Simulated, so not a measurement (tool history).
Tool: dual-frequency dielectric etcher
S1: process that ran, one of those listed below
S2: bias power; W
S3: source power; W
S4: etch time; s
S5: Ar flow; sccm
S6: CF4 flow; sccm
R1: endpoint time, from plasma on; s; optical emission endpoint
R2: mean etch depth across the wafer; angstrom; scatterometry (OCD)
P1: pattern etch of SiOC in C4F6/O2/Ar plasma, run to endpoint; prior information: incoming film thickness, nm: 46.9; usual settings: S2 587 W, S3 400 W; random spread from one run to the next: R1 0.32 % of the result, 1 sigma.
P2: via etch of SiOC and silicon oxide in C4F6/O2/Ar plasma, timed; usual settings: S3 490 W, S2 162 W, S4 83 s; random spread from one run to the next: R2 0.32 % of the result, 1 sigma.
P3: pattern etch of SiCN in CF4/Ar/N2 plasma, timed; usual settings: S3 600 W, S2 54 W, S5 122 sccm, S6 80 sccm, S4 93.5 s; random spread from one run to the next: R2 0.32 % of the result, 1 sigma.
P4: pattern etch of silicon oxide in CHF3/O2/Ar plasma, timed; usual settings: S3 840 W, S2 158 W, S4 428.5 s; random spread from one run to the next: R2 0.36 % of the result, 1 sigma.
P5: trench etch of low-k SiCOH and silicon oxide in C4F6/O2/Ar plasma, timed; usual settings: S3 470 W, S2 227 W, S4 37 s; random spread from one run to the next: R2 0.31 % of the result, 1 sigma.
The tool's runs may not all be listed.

run	day	S1	S2	S3	S4	S5	S6	R1	R2
1	0.171	P1	587	400				14.892	
2	0.3	P2	106	490	83				866.75
3	0.546	P1	415	290				19.105	
4	0.704	P1	805	400				13.21	
5	0.908	P1	587	400				14.875	
6	1.021	P5	162	470	37				1224.5
7	1.242	P1	587	400				14.966	
8	1.442	P5	227	470	26				962.11
9	1.625	P3	54	600	134.5	122	80		1369.1
10	1.775	P1	587	400				14.833	
11	2.029	P4	158	840	428.5				9336.1
12	2.204	P4	158	1130	428.5				10461
13	2.458	P1	587	500				13.762	
14	2.571	P5	227	360	37				1229
15	2.692	P3	54	600	93.5	122	80		950.81
16	2.929	P4	102	840	428.5				8202.6
17	3.088	P4	158	840	271.5				5952.4
# day 3.171: bias power generator calibrated
18	3.312	P1	587	250				17.765	
19	3.55	P3	65	600	93.5	122	80		1011.9
20	3.729	P2	162	490	106.5				1253
21	3.888	P1	587	400				14.887	
22	4.108	P1	587	400				14.928	
23	4.3	P4	158	840	428.5				9326.9
24	4.504	P5	227	470	37				1358.1
25	4.692	P3	54	430	93.5	122	80		707.42
26	4.888	P5	227	470	37				1365.2
27	5.079	P2	162	490	83				979.96
28	5.329	P1	807	540				11.771	
29	5.588	P3	54	600	93.5	77	80		1029.2
30	5.796	P1	775	550				11.86	
31	5.912	P1	340	400				18.17	
32	6.158	P3	54	600	93.5	122	105		999.03
33	6.404	P2	162	350	83				858.45
34	6.617	P1	587	400				14.842	
35	6.733	P1	587	400				14.934	
36	6.992	P1	587	400				15.014	
37	7.129	P1	587	400				15.089	
38	7.308	P1	587	400				15.034	
39	7.529	P1	587	400				15.177	
# day 7.662: wet clean of the chamber
40	7.754	P1	587	400				15.166	
41	7.946	P1	587	400				15.264	

Expected results for the next run?
42	8.058	P1	587	400				?	

Run 42 came out at R1 15.117 s.
